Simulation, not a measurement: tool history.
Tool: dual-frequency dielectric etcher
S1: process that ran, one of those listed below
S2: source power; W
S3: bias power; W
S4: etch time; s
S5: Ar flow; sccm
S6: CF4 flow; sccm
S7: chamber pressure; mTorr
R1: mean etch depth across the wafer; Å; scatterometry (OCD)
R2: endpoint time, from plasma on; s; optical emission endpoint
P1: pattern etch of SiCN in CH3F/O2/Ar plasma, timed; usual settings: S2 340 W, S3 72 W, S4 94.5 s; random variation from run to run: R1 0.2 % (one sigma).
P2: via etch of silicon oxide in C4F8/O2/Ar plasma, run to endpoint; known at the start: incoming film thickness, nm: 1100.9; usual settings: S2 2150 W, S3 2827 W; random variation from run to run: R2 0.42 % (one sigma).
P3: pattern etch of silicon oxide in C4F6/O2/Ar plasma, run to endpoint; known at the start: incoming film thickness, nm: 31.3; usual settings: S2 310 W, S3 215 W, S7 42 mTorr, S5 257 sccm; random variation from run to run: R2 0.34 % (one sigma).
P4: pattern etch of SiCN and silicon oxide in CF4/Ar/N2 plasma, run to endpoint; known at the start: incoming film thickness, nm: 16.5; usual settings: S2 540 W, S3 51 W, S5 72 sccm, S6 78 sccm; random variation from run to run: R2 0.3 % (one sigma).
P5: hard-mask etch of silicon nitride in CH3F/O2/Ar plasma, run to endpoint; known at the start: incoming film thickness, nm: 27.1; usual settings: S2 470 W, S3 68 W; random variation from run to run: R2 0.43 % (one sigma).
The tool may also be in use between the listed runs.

| run | hour | S1 | S2 | S3 | S4 | S5 | S6 | S7 | R1 | R2 |
|---|---|---|---|---|---|---|---|---|---|---|
| 1 | 12.1 | P1 | 340 | 72 | 94.5 |  |  |  | 322.25 |  |
| 2 | 21.8 | P2 | 2150 | 2054 |  |  |  |  |  | 206.110 |
| 3 | 39.2 | P5 | 470 | 39 |  |  |  |  |  | 46.772 |
| 4 | 53.7 | P4 | 320 | 51 |  | 72 | 78 |  |  | 26.828 |
| 5 | 65.4 | P1 | 210 | 72 | 94.5 |  |  |  | 269.69 |  |
| 6 | 77.6 | P4 | 540 | 51 |  | 72 | 78 |  |  | 16.765 |
| 7 | 89.2 | P3 | 310 | 137 |  | 257 |  | 42 |  | 12.398 |
| 8 | 104.2 | P4 | 540 | 51 |  | 72 | 95 |  |  | 16.260 |
| 9 | 121.2 | P5 | 470 | 68 |  |  |  |  |  | 38.968 |
| 10 | 129.6 | P3 | 430 | 215 |  | 257 |  | 42 |  | 9.490 |
| 11 | 139.1 | P1 | 340 | 72 | 94.5 |  |  |  | 322.88 |  |
| 12 | 151.2 | P1 | 340 | 72 | 128.5 |  |  |  | 437.73 |  |
| 13 | 162.4 | P1 | 340 | 53 | 94.5 |  |  |  | 290.79 |  |
| 14 | 180.5 | P1 | 340 | 90 | 94.5 |  |  |  | 349.45 |  |
| 15 | 198.3 | P3 | 310 | 215 |  | 257 |  | 42 |  | 10.780 |
| 16 | 206.4 | P4 | 540 | 51 |  | 98 | 78 |  |  | 17.496 |
| 17 | 216.0 | P3 | 310 | 215 |  | 192 |  | 42 |  | 10.443 |
| 18 | 233.6 | P3 | 310 | 215 |  | 257 |  | 59 |  | 11.254 |
| 19 | 246.2 | P1 | 340 | 72 | 94.5 |  |  |  | 323.58 |  |
| 20 | 264.3 | P1 | 340 | 72 | 94.5 |  |  |  | 323.52 |  |
|  | 276.0 | bias power generator calibrated |
| 21 | 276.7 | P4 | 540 | 72 |  | 72 | 78 |  |  | 15.192 |
| 22 | 293.4 | P1 | 340 | 72 | 94.5 |  |  |  | 323.28 |  |
| 23 | 303.2 | P4 | 540 | 51 |  | 72 | 78 |  |  | 16.798 |
| 24 | 314.6 | P1 | 340 | 72 | 94.5 |  |  |  | 322.65 |  |
| 25 | 328.3 | P2 | 2150 | 2827 |  |  |  |  |  | 187.400 |
| 26 | 337.2 | P1 | 240 | 60 | 94.5 |  |  |  | 266.17 |  |
| 27 | 345.3 | P2 | 2750 | 2827 |  |  |  |  |  | 169.720 |
| 28 | 359.3 | P2 | 2150 | 2827 |  |  |  |  |  | 187.730 |
| 29 | 371.8 | P5 | 470 | 68 |  |  |  |  |  | 39.342 |
| 30 | 384.7 | P1 | 340 | 72 | 52.0 |  |  |  | 177.86 |  |
| 31 | 394.6 | P1 | 340 | 72 | 94.5 |  |  |  | 323.74 |  |
| 32 | 403.9 | P5 | 290 | 68 |  |  |  |  |  | 47.087 |
| 33 | 418.9 | P1 | 240 | 55 | 94.5 |  |  |  | 257.74 |  |
| 34 | 431.9 | P1 | 430 | 72 | 94.5 |  |  |  | 353.24 |  |
| 35 | 440.1 | P1 | 340 | 72 | 94.5 |  |  |  | 323.84 |  |
| 36 | 450.5 | P1 | 340 | 72 | 94.5 |  |  |  | 320.51 |  |
| 37 | 459.2 | P1 | 340 | 72 | 94.5 |  |  |  | 320.47 |  |
| 38 | 471.8 | P1 | 340 | 72 | 94.5 |  |  |  | 319.52 |  |
| 39 | 486.1 | P1 | 340 | 72 | 94.5 |  |  |  | 317.84 |  |
| 40 | 502.4 | P1 | 340 | 72 | 94.5 |  |  |  | 318.62 |  |
|  | 505.3 | wet clean of the chamber |
| 41 | 513.1 | P1 | 340 | 72 | 94.5 |  |  |  | 318.52 |  |
| 42 | 521.4 | P1 | 340 | 72 | 94.5 |  |  |  | 318.73 |  |
| 43 | 532.4 | P1 | 340 | 72 | 94.5 |  |  |  | 318.27 |  |

What P1 gives has crept away from where it was. These 2 causes fit the log equally well, each at the size given:
A: bias power that arrives under what is set, % = 4.48
B: source power that arrives under what is set, % = 4.27
The creep began at about hour 440.1.
Why every other cause is out:
chamber walls in a state that lowers the etch rate, %: serviced at hour 505.3, which brought nothing back

4 check runs are offered, one wafer each, their results left as question marks. Which one tells the causes apart?
| check 1 | 543.4 | P4 | 430 | 51 |  | 96 | 78 |  |  | ? |
| check 2 | 543.4 | P5 | 290 | 68 |  |  |  |  |  | ? |
| check 3 | 543.4 | P3 | 310 | 155 |  | 257 |  | 42 |  | ? |
| check 4 | 543.4 | P2 | 2740 | 2085 |  |  |  |  |  | ? |

What each check would give under each cause:
| check | result | if A | if B |
|---|---|---|---|
| check 1 | R2 | 21.775 | 22.328 |
| check 2 | R2 | 47.817 | 47.849 |
| check 3 | R2 | 12.170 | 12.205 |
| check 4 | R2 | 188.460 | 189.340 |
How far apart the two closest causes lie, in the result that separates them most: check 1 2.51 %; check 2 0.07 %; check 3 0.28 %; check 4 0.47 %
Only check 1 tells the causes apart: in the others they would give nearly the same result.

Then check 1 was run and gave: R2 22.299 s. Which cause is it?

It is B: source power that arrives under what is set, %.
